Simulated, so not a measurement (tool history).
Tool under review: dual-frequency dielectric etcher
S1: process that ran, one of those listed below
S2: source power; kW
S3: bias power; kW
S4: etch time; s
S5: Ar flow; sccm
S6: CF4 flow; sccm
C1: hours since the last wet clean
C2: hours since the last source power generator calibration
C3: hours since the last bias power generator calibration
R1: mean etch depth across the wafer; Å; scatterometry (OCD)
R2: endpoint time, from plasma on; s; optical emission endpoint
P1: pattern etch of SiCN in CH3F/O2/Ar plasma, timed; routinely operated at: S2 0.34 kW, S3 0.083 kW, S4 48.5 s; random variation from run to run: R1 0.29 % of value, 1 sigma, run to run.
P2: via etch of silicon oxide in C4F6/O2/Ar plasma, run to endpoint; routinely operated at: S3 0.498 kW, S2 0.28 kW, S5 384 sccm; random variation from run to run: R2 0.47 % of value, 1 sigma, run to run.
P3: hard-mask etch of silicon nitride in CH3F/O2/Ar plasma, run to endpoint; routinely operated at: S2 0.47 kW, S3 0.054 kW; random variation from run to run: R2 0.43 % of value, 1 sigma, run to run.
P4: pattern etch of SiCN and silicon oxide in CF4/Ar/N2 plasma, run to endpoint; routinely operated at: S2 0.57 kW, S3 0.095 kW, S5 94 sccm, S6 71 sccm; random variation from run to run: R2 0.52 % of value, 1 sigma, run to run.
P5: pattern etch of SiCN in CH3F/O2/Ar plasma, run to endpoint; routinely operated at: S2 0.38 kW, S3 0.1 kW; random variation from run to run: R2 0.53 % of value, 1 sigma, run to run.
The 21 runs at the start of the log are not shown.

run    day  S1    S2     S3    S4   S5  S6     C1      C2     C3      R1      R2
 22  3.817  P1  0.34  0.083  34.5           259.4  1005.1  810.5  127.19
 23  3.958  P4  0.57  0.095         94  71  262.8  1008.5  813.9          11.476
 24  4.071  P1  0.34  0.083  48.5           265.5  1011.2  816.6  180.09
 25  4.279  P1  0.34  0.083  48.5           270.5  1016.2  821.6  179.52
 26  4.504  P1  0.22  0.083  48.5           275.9  1021.6    827  152.29
 27  4.662  P5  0.38    0.1                 279.7  1025.4  830.8          21.524
 28  4.858  P2  0.38  0.498        384      284.4  1030.1  835.5          18.452
 29  4.992  P3  0.61  0.054                 287.6  1033.3  838.7          72.167
 30  5.171  P3  0.47  0.054                 291.9  1037.6    843          80.125
 31  5.354  P1  0.34  0.083  48.5           296.3    1042  847.4  179.31
 32  5.592  P5  0.23    0.1                   302  1047.7  853.1           26.02
 33    5.8  P2  0.28  0.498        474        307  1052.7  858.1          21.289
 34  5.917  P1  0.34  0.083  48.5           309.8  1055.5  860.9  179.48
 35  6.112  P1  0.34  0.083  48.5           314.5  1060.2  865.6  177.92
 36  6.271  P1  0.34  0.083  48.5           318.3    1064  869.4  176.66
 37  6.417  P1  0.34  0.083  48.5           321.8  1067.5  872.9  176.09
     6.438  -- wet clean of the chamber
 38  6.638  P1  0.34  0.083  48.5             4.9  1072.8  878.2  177.87
 39  6.854  P1  0.34  0.083  48.5            10.1    1078  883.4  176.79
 40  6.975  P1  0.34  0.083  48.5              13  1080.9  886.3  176.95

Estimate the outcome of run 41 from the log above:
 41  7.108  P1  0.34  0.083  48.5          16.2  1084.1  889.5   ?

{"run 41": {"R1": 176.46}}
